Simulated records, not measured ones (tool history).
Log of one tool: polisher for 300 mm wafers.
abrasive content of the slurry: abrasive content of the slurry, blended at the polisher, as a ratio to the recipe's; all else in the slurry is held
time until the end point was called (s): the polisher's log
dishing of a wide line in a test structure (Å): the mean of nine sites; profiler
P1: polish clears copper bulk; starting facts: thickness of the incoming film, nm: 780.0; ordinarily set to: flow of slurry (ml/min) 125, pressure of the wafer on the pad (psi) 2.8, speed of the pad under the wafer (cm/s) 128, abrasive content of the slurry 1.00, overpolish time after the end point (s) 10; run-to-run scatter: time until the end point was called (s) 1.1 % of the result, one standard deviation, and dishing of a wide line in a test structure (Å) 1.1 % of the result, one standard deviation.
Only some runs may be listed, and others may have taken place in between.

run	day	flow of slurry (ml/min)	pressure of the wafer on the pad (psi)	speed of the pad under the wafer (cm/s)	abrasive content of the slurry	overpolish time after the end point (s)	time until the end point was called (s)	dishing of a wide line in a test structure (Å)
1	0.454	125	2.8	128	1.00	10	60.784	698.55
# day 0.667: head pressure recalibrated
2	0.767	125	2.8	128	0.55	10	67.376	666.73
3	1.162	125	2.8	128	1.00	20	60.174	1025.90
4	1.408	125	1.6	128	1.00	10	103.800	444.04
5	1.867	125	3.5	128	1.00	10	48.435	866.47
6	2.233	125	2.8	198	1.00	10	39.094	919.50
7	2.529	125	2.8	128	1.00	10	60.440	712.18
8	2.992	125	2.8	58	1.00	10	132.500	381.52
9	3.242	165	2.8	128	1.00	10	56.909	727.81
10	3.642	75	2.8	128	1.00	10	69.489	653.21
11	4.079	125	2.8	128	1.00	10	59.246	722.47
12	4.546	125	2.8	128	0.70	3	64.527	256.35
13	4.925	125	2.8	128	1.00	3	59.255	276.04
14	5.408	125	2.8	128	1.50	10	55.665	751.01
15	5.842	125	2.8	128	1.00	10	60.666	720.15
16	6.108	125	2.8	128	1.00	10	59.030	714.96
17	6.592	125	2.8	128	1.00	10	64.318	681.17
18	7.050	125	2.8	128	1.00	10	63.649	673.87
19	7.479	125	2.8	128	1.00	10	66.430	667.58
# day 7.671: slurry blender recalibrated
20	7.821	125	2.8	128	1.00	10	65.709	665.98
# day 7.871: head pressure recalibrated
21	8.171	125	2.8	128	1.00	10	66.828	654.71
22	8.554	125	2.8	128	1.00	10	66.289	662.18
23	8.833	125	2.8	128	1.00	10	67.354	655.14
24	9.225	125	2.8	128	1.00	10	66.841	663.88
25	9.533	125	2.8	128	1.00	10	67.678	653.20

Something has made what P1 gives creep away from where it was; the 2 causes below, each at its own stated size, fit the log equally well:
A: slurry flow missing at the pad, % = 34.7
B: removal rate lost through wear of the pad, % = 10
Onset of the creep was near day 6.108.
Why every other cause is out:
head's pressure below its setpoint, %: its service at day 7.871 followed the start of the drift and did not put the process back to its old value
abrasive missing from the slurry, %: its service at day 7.671 followed the start of the drift and did not put the process back to its old value

Each of the check runs listed below is run on 2 wafers and reports their average, with the results left as question marks. Pick the one under which the possible causes would lead to clearly different results.
check 1	9.842	125	2.8	68	0.75	10	?	?
check 2	9.842	125	2.8	128	0.65	10	?	?
check 3	9.842	75	2.8	128	1.00	10	?	?
check 4	9.842	125	1.8	158	1.00	10	?	?

Outcome of each check run for each possible cause:
check	result	if A	if B
check 1	time until the end point was called (s)	133.540	133.440
check 1	dishing of a wide line in a test structure (Å)	386.60	386.83
check 2	time until the end point was called (s)	73.056	73.003
check 2	dishing of a wide line in a test structure (Å)	619.02	619.34
check 3	time until the end point was called (s)	80.715	76.162
check 3	dishing of a wide line in a test structure (Å)	575.72	600.73
check 4	time until the end point was called (s)	84.149	84.087
check 4	dishing of a wide line in a test structure (Å)	526.61	526.87
How far apart the two closest causes lie, in the result that separates them most: check 1 0.07 %; check 2 0.07 %; check 3 5.81 %; check 4 0.07 %
Check 3 distinguishes between the causes, while the remaining checks would return nearly the same result for all of them.

Here is what check 3 returned: time until the end point was called (s) 76.531; dishing of a wide line in a test structure (Å) 596.32. Which cause is it?

Of the candidate causes, it is B: removal rate lost through wear of the pad, %.
